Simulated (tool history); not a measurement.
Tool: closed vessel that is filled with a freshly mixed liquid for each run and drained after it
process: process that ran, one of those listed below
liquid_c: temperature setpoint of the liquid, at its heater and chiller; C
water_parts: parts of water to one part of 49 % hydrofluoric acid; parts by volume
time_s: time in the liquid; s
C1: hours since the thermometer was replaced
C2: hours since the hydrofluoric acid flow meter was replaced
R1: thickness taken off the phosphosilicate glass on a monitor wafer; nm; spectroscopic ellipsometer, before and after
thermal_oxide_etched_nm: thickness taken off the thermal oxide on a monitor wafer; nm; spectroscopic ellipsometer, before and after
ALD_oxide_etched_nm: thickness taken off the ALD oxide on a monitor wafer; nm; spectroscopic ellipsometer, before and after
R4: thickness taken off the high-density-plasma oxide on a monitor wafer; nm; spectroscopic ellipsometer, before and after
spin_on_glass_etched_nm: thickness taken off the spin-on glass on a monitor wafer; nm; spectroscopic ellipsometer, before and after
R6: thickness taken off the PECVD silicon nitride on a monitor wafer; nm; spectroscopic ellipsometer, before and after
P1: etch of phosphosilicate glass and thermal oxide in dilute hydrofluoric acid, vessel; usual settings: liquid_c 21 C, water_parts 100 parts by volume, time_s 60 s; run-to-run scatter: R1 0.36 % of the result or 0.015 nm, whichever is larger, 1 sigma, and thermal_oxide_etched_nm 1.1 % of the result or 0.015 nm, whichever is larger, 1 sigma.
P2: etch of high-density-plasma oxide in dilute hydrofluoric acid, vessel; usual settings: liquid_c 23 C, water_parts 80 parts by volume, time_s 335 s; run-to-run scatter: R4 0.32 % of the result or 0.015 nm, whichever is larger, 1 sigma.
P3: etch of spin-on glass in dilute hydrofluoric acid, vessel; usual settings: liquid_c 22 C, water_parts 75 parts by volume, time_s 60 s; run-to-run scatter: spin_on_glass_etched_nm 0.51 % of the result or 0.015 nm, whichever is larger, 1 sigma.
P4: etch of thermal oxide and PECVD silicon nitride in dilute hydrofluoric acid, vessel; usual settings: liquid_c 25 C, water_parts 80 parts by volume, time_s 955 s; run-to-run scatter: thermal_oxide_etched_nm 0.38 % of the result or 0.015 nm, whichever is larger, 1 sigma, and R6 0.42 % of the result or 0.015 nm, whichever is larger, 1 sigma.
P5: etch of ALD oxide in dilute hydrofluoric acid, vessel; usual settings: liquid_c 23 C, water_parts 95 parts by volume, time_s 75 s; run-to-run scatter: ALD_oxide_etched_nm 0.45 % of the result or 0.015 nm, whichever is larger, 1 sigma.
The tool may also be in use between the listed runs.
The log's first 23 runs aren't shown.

Run 24, day 11.629: process P5, liquid_c 30.5 C, water_parts 95 parts by volume, time_s 75 s; C1 859.5; C2 1560.3. Result: ALD_oxide_etched_nm 15.308 nm.
Run 25, day 12.062: process P4, liquid_c 18.5 C, water_parts 80 parts by volume, time_s 955 s; C1 869.9; C2 1570.7. Result: thermal_oxide_etched_nm 44.688 nm, R6 13.993 nm.
Run 26, day 12.6: process P5, liquid_c 23 C, water_parts 20 parts by volume, time_s 75 s; C1 882.8; C2 1583.6. Result: ALD_oxide_etched_nm 59.343 nm.
Run 27, day 13.246: process P2, liquid_c 23 C, water_parts 80 parts by volume, time_s 110 s; C1 898.3; C2 1599.1. Result: R4 7.1238 nm.
Run 28, day 13.875: process P4, liquid_c 25 C, water_parts 80 parts by volume, time_s 955 s; C1 913.4; C2 1614.2. Result: thermal_oxide_etched_nm 58.322 nm, R6 21.587 nm.
Run 29, day 14.546: process P1, liquid_c 21 C, water_parts 100 parts by volume, time_s 60 s; C1 929.5; C2 1630.3. Result: R1 64.08 nm, thermal_oxide_etched_nm 2.5212 nm.
Run 30, day 15.104: process P1, liquid_c 21 C, water_parts 100 parts by volume, time_s 105 s; C1 942.9; C2 1643.7. Result: R1 112.48 nm, thermal_oxide_etched_nm 4.303 nm.
Run 31, day 15.762: process P1, liquid_c 21 C, water_parts 100 parts by volume, time_s 60 s; C1 958.7; C2 1659.5. Result: R1 64.045 nm, thermal_oxide_etched_nm 2.5233 nm.
Run 32, day 16.45: process P1, liquid_c 21 C, water_parts 100 parts by volume, time_s 60 s; C1 975.2; C2 1676. Result: R1 65.688 nm, thermal_oxide_etched_nm 2.6244 nm.
Run 33, day 16.846: process P1, liquid_c 21 C, water_parts 100 parts by volume, time_s 60 s; C1 984.7; C2 1685.5. Result: R1 66.561 nm, thermal_oxide_etched_nm 2.5911 nm.
Run 34, day 17.162: process P1, liquid_c 21 C, water_parts 100 parts by volume, time_s 60 s; C1 992.3; C2 1693.1. Result: R1 67.021 nm, thermal_oxide_etched_nm 2.6101 nm.
Run 35, day 17.762: process P1, liquid_c 21 C, water_parts 100 parts by volume, time_s 60 s; C1 1006.7; C2 1707.5. Result: R1 67.591 nm, thermal_oxide_etched_nm 2.6729 nm.
Run 36, day 18.104: process P1, liquid_c 21 C, water_parts 100 parts by volume, time_s 60 s; C1 1014.9; C2 1715.7. Result: R1 68.116 nm, thermal_oxide_etched_nm 2.6669 nm.
Run 37, day 18.579: process P1, liquid_c 21 C, water_parts 100 parts by volume, time_s 60 s; C1 1026.3; C2 1727.1. Result: R1 68.067 nm, thermal_oxide_etched_nm 2.6607 nm.
Run 38, day 18.904: process P1, liquid_c 21 C, water_parts 100 parts by volume, time_s 60 s; C1 1034.1; C2 1734.9. Result: R1 68.01 nm, thermal_oxide_etched_nm 2.641 nm.
Run 39, day 19.575: process P1, liquid_c 21 C, water_parts 100 parts by volume, time_s 60 s; C1 1050.2; C2 1751. Result: R1 68.768 nm, thermal_oxide_etched_nm 2.6801 nm.
Run 40, day 20.233: process P1, liquid_c 21 C, water_parts 100 parts by volume, time_s 60 s; C1 1066; C2 1766.8. Result: R1 68.572 nm, thermal_oxide_etched_nm 2.6658 nm.

Run 41 comes next. What will it give?
Run 41, day 20.638: process P1, liquid_c 21 C, water_parts 100 parts by volume, time_s 60 s; C1 1075.7; C2 1776.5. Result: R1 ?, thermal_oxide_etched_nm ?.

R1: 68.465 nm
thermal_oxide_etched_nm: 2.7141 nm

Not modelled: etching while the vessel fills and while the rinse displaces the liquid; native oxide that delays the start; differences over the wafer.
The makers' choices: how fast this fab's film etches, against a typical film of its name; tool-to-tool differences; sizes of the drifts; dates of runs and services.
